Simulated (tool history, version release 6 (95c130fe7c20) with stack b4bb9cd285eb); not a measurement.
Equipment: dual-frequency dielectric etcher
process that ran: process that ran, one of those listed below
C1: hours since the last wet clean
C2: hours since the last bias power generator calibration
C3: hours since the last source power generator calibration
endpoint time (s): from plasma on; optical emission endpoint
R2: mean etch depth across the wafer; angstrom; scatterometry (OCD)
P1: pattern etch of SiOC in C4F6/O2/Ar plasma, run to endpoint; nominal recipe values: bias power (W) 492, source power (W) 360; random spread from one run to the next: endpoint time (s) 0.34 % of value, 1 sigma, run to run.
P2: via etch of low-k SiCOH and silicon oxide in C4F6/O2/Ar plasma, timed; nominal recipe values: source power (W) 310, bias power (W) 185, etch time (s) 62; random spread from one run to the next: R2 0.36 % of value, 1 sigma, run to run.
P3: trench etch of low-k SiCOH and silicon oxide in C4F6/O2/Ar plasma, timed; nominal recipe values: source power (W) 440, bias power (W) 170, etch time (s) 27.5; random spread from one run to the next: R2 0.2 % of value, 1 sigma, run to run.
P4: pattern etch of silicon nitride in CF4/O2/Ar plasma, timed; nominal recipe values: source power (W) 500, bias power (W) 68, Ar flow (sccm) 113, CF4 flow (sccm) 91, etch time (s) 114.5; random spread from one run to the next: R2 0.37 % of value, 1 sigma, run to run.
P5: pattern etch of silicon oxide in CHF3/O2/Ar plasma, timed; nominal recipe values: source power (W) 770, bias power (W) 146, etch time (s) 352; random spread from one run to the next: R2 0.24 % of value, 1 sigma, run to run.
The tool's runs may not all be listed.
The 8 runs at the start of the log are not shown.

{"run": 9, "day": 3.892, "process that ran": "P1", "bias power (W)": 629, "source power (W)": 230, "C1": 329.8, "C2": 1644.6, "C3": 1206.2, "endpoint time (s)": 17.158}
{"run": 10, "day": 4.2, "process that ran": "P3", "bias power (W)": 170, "source power (W)": 440, "etch time (s)": 27.5, "C1": 337.2, "C2": 1652, "C3": 1213.6, "R2": 892.98}
{"run": 11, "day": 4.746, "process that ran": "P4", "bias power (W)": 68, "source power (W)": 500, "etch time (s)": 114.5, "Ar flow (sccm)": 153, "CF4 flow (sccm)": 91, "C1": 350.3, "C2": 1665.1, "C3": 1226.7, "R2": 2334.8}
{"run": 12, "day": 5.008, "process that ran": "P2", "bias power (W)": 185, "source power (W)": 310, "etch time (s)": 62, "C1": 356.6, "C2": 1671.4, "C3": 1233, "R2": 1574.6}
{"run": 13, "day": 5.288, "process that ran": "P2", "bias power (W)": 125, "source power (W)": 310, "etch time (s)": 62, "C1": 363.3, "C2": 1678.1, "C3": 1239.7, "R2": 1388.1}
{"run": 14, "day": 5.738, "process that ran": "P1", "bias power (W)": 492, "source power (W)": 360, "C1": 374.1, "C2": 1688.9, "C3": 1250.5, "endpoint time (s)": 16.021}
{"run": 15, "day": 6.254, "process that ran": "P3", "bias power (W)": 170, "source power (W)": 440, "etch time (s)": 37, "C1": 386.5, "C2": 1701.3, "C3": 1262.9, "R2": 1196.3}
{"run": 16, "day": 6.596, "process that ran": "P4", "bias power (W)": 68, "source power (W)": 500, "etch time (s)": 114.5, "Ar flow (sccm)": 113, "CF4 flow (sccm)": 57, "C1": 394.7, "C2": 1709.5, "C3": 1271.1, "R2": 2280.1}
{"run": 17, "day": 6.854, "process that ran": "P4", "bias power (W)": 68, "source power (W)": 320, "etch time (s)": 114.5, "Ar flow (sccm)": 113, "CF4 flow (sccm)": 91, "C1": 400.9, "C2": 1715.7, "C3": 1277.3, "R2": 1642.8}
{"run": 18, "day": 7.329, "process that ran": "P4", "bias power (W)": 43, "source power (W)": 500, "etch time (s)": 114.5, "Ar flow (sccm)": 113, "CF4 flow (sccm)": 91, "C1": 412.3, "C2": 1727.1, "C3": 1288.7, "R2": 2010.8}
{"run": 19, "day": 7.821, "process that ran": "P2", "bias power (W)": 185, "source power (W)": 310, "etch time (s)": 89.5, "C1": 424.1, "C2": 1738.9, "C3": 1300.5, "R2": 2269.4}
{"day": 8.067, "done": "bias power generator calibrated"}
{"run": 20, "day": 8.325, "process that ran": "P1", "bias power (W)": 492, "source power (W)": 360, "C1": 436.2, "C2": 6.3, "C3": 1312.6, "endpoint time (s)": 16.027}
{"run": 21, "day": 8.875, "process that ran": "P1", "bias power (W)": 492, "source power (W)": 360, "C1": 449.4, "C2": 19.5, "C3": 1325.8, "endpoint time (s)": 15.958}
{"run": 22, "day": 9.188, "process that ran": "P3", "bias power (W)": 233, "source power (W)": 440, "etch time (s)": 27.5, "C1": 456.9, "C2": 27, "C3": 1333.3, "R2": 981.46}
{"run": 23, "day": 9.583, "process that ran": "P4", "bias power (W)": 68, "source power (W)": 500, "etch time (s)": 114.5, "Ar flow (sccm)": 113, "CF4 flow (sccm)": 91, "C1": 466.4, "C2": 36.5, "C3": 1342.8, "R2": 2406.5}
{"run": 24, "day": 9.988, "process that ran": "P1", "bias power (W)": 492, "source power (W)": 360, "C1": 476.1, "C2": 46.2, "C3": 1352.5, "endpoint time (s)": 16.07}
{"run": 25, "day": 10.521, "process that ran": "P1", "bias power (W)": 383, "source power (W)": 360, "C1": 488.9, "C2": 59, "C3": 1365.3, "endpoint time (s)": 17.549}
{"run": 26, "day": 10.921, "process that ran": "P5", "bias power (W)": 146, "source power (W)": 560, "etch time (s)": 352, "C1": 498.5, "C2": 68.6, "C3": 1374.9, "R2": 6220.4}
{"run": 27, "day": 11.467, "process that ran": "P1", "bias power (W)": 492, "source power (W)": 480, "C1": 511.6, "C2": 81.7, "C3": 1388, "endpoint time (s)": 14.482}
{"run": 28, "day": 11.888, "process that ran": "P5", "bias power (W)": 190, "source power (W)": 770, "etch time (s)": 352, "C1": 521.7, "C2": 91.8, "C3": 1398.1, "R2": 7627.4}

Run 29, settings as shown, results not yet in. Your forecast:
{"run": 29, "day": 12.325, "process that ran": "P1", "bias power (W)": 341, "source power (W)": 500, "C1": 532.2, "C2": 102.3, "C3": 1408.6, "endpoint time (s)": "?"}

{"run 29": {"endpoint time (s)": 16.147}}

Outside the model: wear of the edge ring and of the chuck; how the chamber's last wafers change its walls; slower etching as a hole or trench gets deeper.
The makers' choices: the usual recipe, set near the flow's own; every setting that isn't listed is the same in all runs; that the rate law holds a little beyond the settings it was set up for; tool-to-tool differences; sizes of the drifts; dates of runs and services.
